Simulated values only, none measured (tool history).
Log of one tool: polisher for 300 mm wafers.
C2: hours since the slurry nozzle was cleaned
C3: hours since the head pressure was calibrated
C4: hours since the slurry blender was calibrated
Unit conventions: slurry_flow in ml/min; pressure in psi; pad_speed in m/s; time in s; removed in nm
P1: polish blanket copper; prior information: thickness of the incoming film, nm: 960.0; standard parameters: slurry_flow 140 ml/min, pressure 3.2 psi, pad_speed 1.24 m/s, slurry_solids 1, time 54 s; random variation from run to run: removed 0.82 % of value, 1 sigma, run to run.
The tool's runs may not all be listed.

Run 1, hour 10: slurry_flow 140 ml/min, pressure 3.2 psi, pad_speed 1.24 m/s, slurry_solids 1, time 54 s; wafers polished on this pad 940; C2 272.7; C3 131.9; C4 49.9. Result: removed 227.79 nm.
Run 2, hour 25: slurry_flow 140 ml/min, pressure 2.2 psi, pad_speed 1.24 m/s, slurry_solids 1, time 54 s; wafers polished on this pad 1139; C2 287.7; C3 146.9; C4 64.9. Result: removed 153.81 nm.
Run 3, hour 38.9: slurry_flow 140 ml/min, pressure 1.6 psi, pad_speed 1.24 m/s, slurry_solids 1, time 67 s; wafers polished on this pad 1323; C2 301.6; C3 160.8; C4 78.8. Result: removed 140.53 nm.
Run 4, hour 49.6: slurry_flow 140 ml/min, pressure 3.2 psi, pad_speed 1.24 m/s, slurry_solids 1, time 54 s; wafers polished on this pad 1464; C2 312.3; C3 171.5; C4 89.5. Result: removed 223.29 nm.
Run 5, hour 62.6: slurry_flow 140 ml/min, pressure 3.2 psi, pad_speed 0.68 m/s, slurry_solids 1, time 54 s; wafers polished on this pad 1636; C2 325.3; C3 184.5; C4 102.5. Result: removed 124.24 nm.
Run 6, hour 75.4: slurry_flow 85 ml/min, pressure 3.2 psi, pad_speed 1.24 m/s, slurry_solids 1, time 54 s; wafers polished on this pad 1806; C2 338.1; C3 197.3; C4 115.3. Result: removed 197.14 nm.
Run 7, hour 83: slurry_flow 140 ml/min, pressure 3.2 psi, pad_speed 1.24 m/s, slurry_solids 0.6, time 54 s; wafers polished on this pad 1906; C2 345.7; C3 204.9; C4 122.9. Result: removed 201.2 nm.
Run 8, hour 93.4: slurry_flow 140 ml/min, pressure 3.2 psi, pad_speed 1.24 m/s, slurry_solids 1, time 54 s; wafers polished on this pad 2044; C2 356.1; C3 215.3; C4 133.3. Result: removed 223.7 nm.
Run 9, hour 104.8: slurry_flow 140 ml/min, pressure 3.2 psi, pad_speed 1.24 m/s, slurry_solids 1, time 79 s; wafers polished on this pad 2195; C2 367.5; C3 226.7; C4 144.7. Result: removed 330.39 nm.
Run 10, hour 118.1: slurry_flow 140 ml/min, pressure 4.5 psi, pad_speed 1.24 m/s, slurry_solids 1, time 54 s; wafers polished on this pad 2371; C2 380.8; C3 240; C4 158. Result: removed 320.59 nm.
Run 11, hour 131.6: slurry_flow 140 ml/min, pressure 3.2 psi, pad_speed 1.24 m/s, slurry_solids 1, time 28 s; wafers polished on this pad 2549; C2 394.3; C3 253.5; C4 171.5. Result: removed 115.8 nm.
Run 12, hour 144.4: slurry_flow 195 ml/min, pressure 3.2 psi, pad_speed 1.24 m/s, slurry_solids 1, time 54 s; wafers polished on this pad 2719; C2 407.1; C3 266.3; C4 184.3. Result: removed 234.76 nm.
Run 13, hour 158.9: slurry_flow 140 ml/min, pressure 3.2 psi, pad_speed 1.96 m/s, slurry_solids 1, time 54 s; wafers polished on this pad 2911; C2 421.6; C3 280.8; C4 198.8. Result: removed 356.25 nm.
Run 14, hour 168.5: slurry_flow 140 ml/min, pressure 3.2 psi, pad_speed 1.24 m/s, slurry_solids 1, time 54 s; wafers polished on this pad 3038; C2 431.2; C3 290.4; C4 208.4. Result: removed 225.34 nm.
Run 15, hour 177.2: slurry_flow 140 ml/min, pressure 3.2 psi, pad_speed 1.24 m/s, slurry_solids 1.45, time 54 s; wafers polished on this pad 3153; C2 439.9; C3 299.1; C4 217.1. Result: removed 243.1 nm.
Run 16, hour 187: slurry_flow 220 ml/min, pressure 3.2 psi, pad_speed 0.7 m/s, slurry_solids 1, time 54 s; wafers polished on this pad 3283; C2 449.7; C3 308.9; C4 226.9. Result: removed 137.65 nm.
Run 17, hour 199.1: slurry_flow 140 ml/min, pressure 3.2 psi, pad_speed 1.24 m/s, slurry_solids 1, time 54 s; wafers polished on this pad 3443; C2 461.8; C3 321; C4 239. Result: removed 223.1 nm.
Run 18, hour 209.6: slurry_flow 140 ml/min, pressure 3.2 psi, pad_speed 1.24 m/s, slurry_solids 1, time 54 s; wafers polished on this pad 3582; C2 472.3; C3 331.5; C4 249.5. Result: removed 227.18 nm.
Run 19, hour 222.8: slurry_flow 140 ml/min, pressure 3.2 psi, pad_speed 1.24 m/s, slurry_solids 1, time 54 s; wafers polished on this pad 3756; C2 485.5; C3 344.7; C4 262.7. Result: removed 216.46 nm.
Run 20, hour 234.7: slurry_flow 140 ml/min, pressure 3.2 psi, pad_speed 1.24 m/s, slurry_solids 1, time 54 s; wafers polished on this pad 3914; C2 497.4; C3 356.6; C4 274.6. Result: removed 211.94 nm.

Run 21 has not been measured yet. What should we expect?
Run 21, hour 248.8: slurry_flow 140 ml/min, pressure 3.2 psi, pad_speed 1.24 m/s, slurry_solids 1, time 54 s; wafers polished on this pad 4100; C2 511.5; C3 370.7; C4 288.7. Result: removed ?.

removed: 208.35 nm
